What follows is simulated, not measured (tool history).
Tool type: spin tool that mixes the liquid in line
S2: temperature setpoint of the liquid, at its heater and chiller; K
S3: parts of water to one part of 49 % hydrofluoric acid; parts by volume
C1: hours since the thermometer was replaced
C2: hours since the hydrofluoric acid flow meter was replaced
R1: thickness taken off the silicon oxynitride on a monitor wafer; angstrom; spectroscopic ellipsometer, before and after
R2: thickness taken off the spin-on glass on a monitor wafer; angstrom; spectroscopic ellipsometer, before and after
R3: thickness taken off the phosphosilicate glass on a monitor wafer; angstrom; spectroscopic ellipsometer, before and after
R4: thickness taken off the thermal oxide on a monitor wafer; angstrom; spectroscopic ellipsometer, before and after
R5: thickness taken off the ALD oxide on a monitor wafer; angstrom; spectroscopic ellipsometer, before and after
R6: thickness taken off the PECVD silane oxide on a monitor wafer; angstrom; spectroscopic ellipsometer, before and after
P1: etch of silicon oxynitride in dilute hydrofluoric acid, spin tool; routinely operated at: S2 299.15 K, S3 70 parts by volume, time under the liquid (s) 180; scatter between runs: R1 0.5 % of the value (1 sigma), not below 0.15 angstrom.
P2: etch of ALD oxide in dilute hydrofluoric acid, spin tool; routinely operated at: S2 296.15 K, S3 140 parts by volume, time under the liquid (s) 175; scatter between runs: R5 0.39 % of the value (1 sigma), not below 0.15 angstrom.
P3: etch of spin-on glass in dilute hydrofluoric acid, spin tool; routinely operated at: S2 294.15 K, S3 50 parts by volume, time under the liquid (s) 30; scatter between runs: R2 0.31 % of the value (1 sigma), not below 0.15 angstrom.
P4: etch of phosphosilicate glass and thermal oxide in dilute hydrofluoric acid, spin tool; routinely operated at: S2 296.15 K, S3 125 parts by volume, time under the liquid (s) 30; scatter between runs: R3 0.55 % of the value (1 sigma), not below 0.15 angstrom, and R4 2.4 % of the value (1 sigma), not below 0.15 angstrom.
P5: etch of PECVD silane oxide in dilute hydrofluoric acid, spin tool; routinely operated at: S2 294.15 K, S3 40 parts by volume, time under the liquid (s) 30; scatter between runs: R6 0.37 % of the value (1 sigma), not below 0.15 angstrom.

Run 1, hour 3.6: process that ran P1, S2 299.15 K, S3 70 parts by volume, time under the liquid (s) 180; C1 1390.9; C2 826.8. Result: R1 135.97 angstrom.
Run 2, hour 6.3: process that ran P3, S2 294.15 K, S3 20 parts by volume, time under the liquid (s) 30; C1 1393.6; C2 829.5. Result: R2 497.31 angstrom.
Run 3, hour 10.9: process that ran P1, S2 293.65 K, S3 70 parts by volume, time under the liquid (s) 180; C1 1398.2; C2 834.1. Result: R1 103.27 angstrom.
Run 4, hour 13.8: process that ran P1, S2 299.15 K, S3 70 parts by volume, time under the liquid (s) 180; C1 1401.1; C2 837. Result: R1 135.73 angstrom.
Run 5, hour 16.3: process that ran P1, S2 299.15 K, S3 20 parts by volume, time under the liquid (s) 180; C1 1403.6; C2 839.5. Result: R1 489.97 angstrom.
Run 6, hour 20.1: process that ran P4, S2 296.15 K, S3 125 parts by volume, time under the liquid (s) 30; C1 1407.4; C2 843.3. Result: R3 165.73 angstrom, R4 11.434 angstrom.
Run 7, hour 23.6: process that ran P3, S2 294.15 K, S3 50 parts by volume, time under the liquid (s) 15; C1 1410.9; C2 846.8. Result: R2 96.248 angstrom.
Run 8, hour 25.9: process that ran P4, S2 296.15 K, S3 125 parts by volume, time under the liquid (s) 30; C1 1413.2; C2 849.1. Result: R3 165.95 angstrom, R4 11.175 angstrom.
Run 9, hour 28.9: process that ran P4, S2 296.15 K, S3 125 parts by volume, time under the liquid (s) 15; C1 1416.2; C2 852.1. Result: R3 83.093 angstrom, R4 5.5344 angstrom.
Run 10, hour 34: process that ran P2, S2 296.15 K, S3 215 parts by volume, time under the liquid (s) 175; C1 1421.3; C2 857.2. Result: R5 178.49 angstrom.
Run 11, hour 38.9: process that ran P2, S2 296.15 K, S3 140 parts by volume, time under the liquid (s) 175; C1 1426.2; C2 862.1. Result: R5 295.68 angstrom.
Run 12, hour 41.8: process that ran P2, S2 302.15 K, S3 140 parts by volume, time under the liquid (s) 175; C1 1429.1; C2 865. Result: R5 374.38 angstrom.
Run 13, hour 44.2: process that ran P5, S2 294.15 K, S3 40 parts by volume, time under the liquid (s) 60; C1 1431.5; C2 867.4. Result: R6 540.72 angstrom.
At hour 44.7: thermometer replaced.
Run 14, hour 49.1: process that ran P1, S2 299.15 K, S3 70 parts by volume, time under the liquid (s) 70; C1 4.5; C2 872.3. Result: R1 52.912 angstrom.
Run 15, hour 53.5: process that ran P5, S2 299.65 K, S3 40 parts by volume, time under the liquid (s) 30; C1 8.9; C2 876.7. Result: R6 340.98 angstrom.
Run 16, hour 57.7: process that ran P3, S2 294.15 K, S3 50 parts by volume, time under the liquid (s) 30; C1 13.1; C2 880.9. Result: R2 191.91 angstrom.
At hour 59.5: hydrofluoric acid flow meter replaced.
Run 17, hour 62.6: process that ran P1, S2 299.15 K, S3 70 parts by volume, time under the liquid (s) 320; C1 18; C2 3.2. Result: R1 240.71 angstrom.
Run 18, hour 65.6: process that ran P1, S2 299.15 K, S3 70 parts by volume, time under the liquid (s) 180; C1 21; C2 6.2. Result: R1 135.15 angstrom.
Run 19, hour 69.3: process that ran P4, S2 290.15 K, S3 125 parts by volume, time under the liquid (s) 30; C1 24.7; C2 9.9. Result: R3 131.44 angstrom, R4 8.8737 angstrom.
Run 20, hour 72.4: process that ran P1, S2 299.15 K, S3 70 parts by volume, time under the liquid (s) 180; C1 27.8; C2 13. Result: R1 135.65 angstrom.
Run 21, hour 75: process that ran P5, S2 294.15 K, S3 40 parts by volume, time under the liquid (s) 30; C1 30.4; C2 15.6. Result: R6 271.69 angstrom.
Run 22, hour 77.2: process that ran P2, S2 296.15 K, S3 140 parts by volume, time under the liquid (s) 175; C1 32.6; C2 17.8. Result: R5 298.6 angstrom.
Run 23, hour 80.8: process that ran P1, S2 294.65 K, S3 70 parts by volume, time under the liquid (s) 35; C1 36.2; C2 21.4. Result: R1 21.292 angstrom.

Expected results for the next run?
Run 24, hour 84.4: process that ran P4, S2 296.15 K, S3 30 parts by volume, time under the liquid (s) 30; C1 39.8; C2 25. Result: R3 ?, R4 ?.

Logged for run 24: R3 781.39 angstrom, R4 50.69 angstrom.
